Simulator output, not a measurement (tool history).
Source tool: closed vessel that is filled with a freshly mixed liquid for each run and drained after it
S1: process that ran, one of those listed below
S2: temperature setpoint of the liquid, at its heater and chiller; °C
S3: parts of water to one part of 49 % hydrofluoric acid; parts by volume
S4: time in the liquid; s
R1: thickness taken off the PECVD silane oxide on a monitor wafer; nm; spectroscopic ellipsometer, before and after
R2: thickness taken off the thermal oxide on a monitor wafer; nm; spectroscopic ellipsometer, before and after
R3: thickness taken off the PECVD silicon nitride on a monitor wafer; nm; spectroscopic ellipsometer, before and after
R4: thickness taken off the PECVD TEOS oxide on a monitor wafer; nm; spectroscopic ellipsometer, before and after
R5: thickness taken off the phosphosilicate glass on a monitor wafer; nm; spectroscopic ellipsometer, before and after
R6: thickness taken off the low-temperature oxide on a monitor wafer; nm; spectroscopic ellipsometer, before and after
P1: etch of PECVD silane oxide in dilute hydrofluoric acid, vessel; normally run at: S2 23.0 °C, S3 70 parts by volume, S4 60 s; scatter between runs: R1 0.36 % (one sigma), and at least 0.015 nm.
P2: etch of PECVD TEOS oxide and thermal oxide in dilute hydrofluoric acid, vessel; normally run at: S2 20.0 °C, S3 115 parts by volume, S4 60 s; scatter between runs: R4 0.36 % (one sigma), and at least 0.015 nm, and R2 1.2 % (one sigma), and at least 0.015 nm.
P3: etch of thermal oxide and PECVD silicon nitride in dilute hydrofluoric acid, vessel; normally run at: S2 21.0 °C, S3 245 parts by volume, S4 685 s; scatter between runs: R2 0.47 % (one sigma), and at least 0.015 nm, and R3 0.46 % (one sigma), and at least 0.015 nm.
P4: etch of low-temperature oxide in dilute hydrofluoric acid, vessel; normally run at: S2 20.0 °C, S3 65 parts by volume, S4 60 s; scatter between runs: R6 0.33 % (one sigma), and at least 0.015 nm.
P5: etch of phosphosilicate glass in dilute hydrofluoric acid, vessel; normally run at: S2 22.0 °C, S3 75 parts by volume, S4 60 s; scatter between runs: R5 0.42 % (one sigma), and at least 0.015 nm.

Run 1, hour 4.0: S1 P1, S2 23.0 °C, S3 70 parts by volume, S4 60 s. Result: R1 20.217 nm.
Run 2, hour 8.4: S1 P1, S2 23.0 °C, S3 70 parts by volume, S4 95 s. Result: R1 32.001 nm.
Run 3, hour 14.3: S1 P1, S2 23.0 °C, S3 70 parts by volume, S4 60 s. Result: R1 20.167 nm.
Run 4, hour 21.7: S1 P3, S2 21.0 °C, S3 245 parts by volume, S4 115 s. Result: R2 1.6833 nm, R3 2.2822 nm.
Run 5, hour 27.4: S1 P2, S2 20.0 °C, S3 115 parts by volume, S4 60 s. Result: R2 2.0581 nm, R4 12.331 nm.
Run 6, hour 33.4: S1 P1, S2 29.0 °C, S3 70 parts by volume, S4 30 s. Result: R1 12.832 nm.
Run 7, hour 41.0: S1 P1, S2 23.0 °C, S3 70 parts by volume, S4 30 s. Result: R1 10.176 nm.
Run 8, hour 47.6: S1 P1, S2 23.0 °C, S3 40 parts by volume, S4 60 s. Result: R1 36.534 nm.
At hour 53.4: thermometer replaced.
Run 9, hour 53.5: S1 P1, S2 23.0 °C, S3 70 parts by volume, S4 60 s. Result: R1 20.152 nm.
Run 10, hour 58.1: S1 P5, S2 22.0 °C, S3 75 parts by volume, S4 95 s. Result: R5 141.05 nm.
Run 11, hour 62.2: S1 P2, S2 20.0 °C, S3 25 parts by volume, S4 60 s. Result: R2 10.4410 nm, R4 62.941 nm.
Run 12, hour 68.1: S1 P4, S2 20.0 °C, S3 65 parts by volume, S4 60 s. Result: R6 14.747 nm.
Run 13, hour 74.5: S1 P5, S2 22.0 °C, S3 75 parts by volume, S4 60 s. Result: R5 88.02 nm.
Run 14, hour 80.1: S1 P5, S2 22.0 °C, S3 20 parts by volume, S4 60 s. Result: R5 354.16 nm.
Run 15, hour 88.1: S1 P1, S2 23.0 °C, S3 70 parts by volume, S4 60 s. Result: R1 20.185 nm.
Run 16, hour 95.7: S1 P1, S2 23.0 °C, S3 120 parts by volume, S4 60 s. Result: R1 11.057 nm.
Run 17, hour 103.6: S1 P2, S2 20.0 °C, S3 115 parts by volume, S4 60 s. Result: R2 2.0937 nm, R4 12.329 nm.
Run 18, hour 108.8: S1 P5, S2 27.5 °C, S3 75 parts by volume, S4 60 s. Result: R5 110.20 nm.
Run 19, hour 117.5: S1 P4, S2 28.0 °C, S3 65 parts by volume, S4 60 s. Result: R6 20.284 nm.
Run 20, hour 123.2: S1 P3, S2 21.0 °C, S3 380 parts by volume, S4 685 s. Result: R2 5.5998 nm, R3 8.7659 nm.
Run 21, hour 128.6: S1 P1, S2 28.5 °C, S3 70 parts by volume, S4 60 s. Result: R1 25.161 nm.

Run 22 comes next. What will it give?
Run 22, hour 135.8: S1 P4, S2 20.0 °C, S3 65 parts by volume, S4 120 s. Result: R6 ?.

Run 22 came out at R6 29.353 nm.
